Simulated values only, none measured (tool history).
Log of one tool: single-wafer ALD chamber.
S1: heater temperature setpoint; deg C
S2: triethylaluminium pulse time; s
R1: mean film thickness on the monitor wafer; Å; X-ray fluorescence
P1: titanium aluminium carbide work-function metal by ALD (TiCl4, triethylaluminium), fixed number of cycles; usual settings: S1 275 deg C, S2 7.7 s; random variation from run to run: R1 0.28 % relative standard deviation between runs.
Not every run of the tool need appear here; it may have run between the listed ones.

{"run": 1, "hour": 7.6, "S1": 275, "S2": 7.7, "R1": 17.391}
{"hour": 18.4, "done": "thermocouple changed; heater temperature recalibrated"}
{"run": 2, "hour": 18.7, "S1": 275, "S2": 7.7, "R1": 17.369}
{"run": 3, "hour": 28.9, "S1": 275, "S2": 7.7, "R1": 17.372}
{"run": 4, "hour": 36.4, "S1": 275, "S2": 3.15, "R1": 12.385}
{"run": 5, "hour": 41.8, "S1": 275, "S2": 11.26, "R1": 18.36}
{"hour": 45.5, "done": "triethylaluminium bottle replaced"}
{"run": 6, "hour": 50.1, "S1": 294, "S2": 7.7, "R1": 18.995}
{"run": 7, "hour": 56.1, "S1": 297, "S2": 9.77, "R1": 19.96}
{"run": 8, "hour": 61.0, "S1": 275, "S2": 7.7, "R1": 17.459}
{"run": 9, "hour": 72.4, "S1": 253, "S2": 7.7, "R1": 15.538}
{"run": 10, "hour": 83.0, "S1": 275, "S2": 7.7, "R1": 17.391}
{"run": 11, "hour": 91.8, "S1": 275, "S2": 7.7, "R1": 17.391}
{"run": 12, "hour": 99.3, "S1": 275, "S2": 7.7, "R1": 17.318}
{"run": 13, "hour": 107.2, "S1": 294, "S2": 10.42, "R1": 19.857}
{"run": 14, "hour": 113.0, "S1": 275, "S2": 7.7, "R1": 17.382}
{"run": 15, "hour": 119.1, "S1": 275, "S2": 7.7, "R1": 17.198}
{"run": 16, "hour": 128.8, "S1": 275, "S2": 7.7, "R1": 17.155}
{"run": 17, "hour": 136.5, "S1": 275, "S2": 7.7, "R1": 17.125}
{"run": 18, "hour": 141.5, "S1": 275, "S2": 7.7, "R1": 17.022}
{"run": 19, "hour": 151.4, "S1": 275, "S2": 7.7, "R1": 16.982}
{"run": 20, "hour": 158.2, "S1": 275, "S2": 7.7, "R1": 17.009}
{"run": 21, "hour": 164.5, "S1": 275, "S2": 7.7, "R1": 17.037}
{"run": 22, "hour": 170.4, "S1": 275, "S2": 7.7, "R1": 17.042}

What P1 gives has crept off from where it sat before. The 2 causes that follow fit the log equally well, each at the size noted:
A: wafer temperature below the value expected at the setpoint (K) = 4.73
B: triethylaluminium dose below that of a fresh bottle (%) = 9.79
The creep began at about hour 113.

4 check runs are offered, one wafer each, their results left as question marks. Which one tells the causes apart?
{"run": "check 1", "hour": 176.3, "S1": 258, "S2": 7.7, "R1": "?"}
{"run": "check 2", "hour": 176.3, "S1": 275, "S2": 4.15, "R1": "?"}
{"run": "check 3", "hour": 176.3, "S1": 291, "S2": 7.7, "R1": "?"}
{"run": "check 4", "hour": 176.3, "S1": 260, "S2": 7.7, "R1": "?"}

What each check would give under each cause:
check=check_1 result=R1 if_A=15.624 if_B=15.647
check=check_2 result=R1 if_A=13.92 if_B=13.566
check=check_3 result=R1 if_A=18.334 if_B=18.31
check=check_4 result=R1 if_A=15.786 if_B=15.806
Gap, in per cent, between the two causes that each check separates least, read from the result that separates them most: check 1 0.14 %; check 2 2.57 %; check 3 0.13 %; check 4 0.13 %
Only check 2 tells the causes apart: in the others they would give nearly the same result.

With check 2 done, the readings were: R1 13.963 Å. Identify which of the listed causes applies.

Of the candidate causes, it is A: wafer temperature below the value expected at the setpoint (K).

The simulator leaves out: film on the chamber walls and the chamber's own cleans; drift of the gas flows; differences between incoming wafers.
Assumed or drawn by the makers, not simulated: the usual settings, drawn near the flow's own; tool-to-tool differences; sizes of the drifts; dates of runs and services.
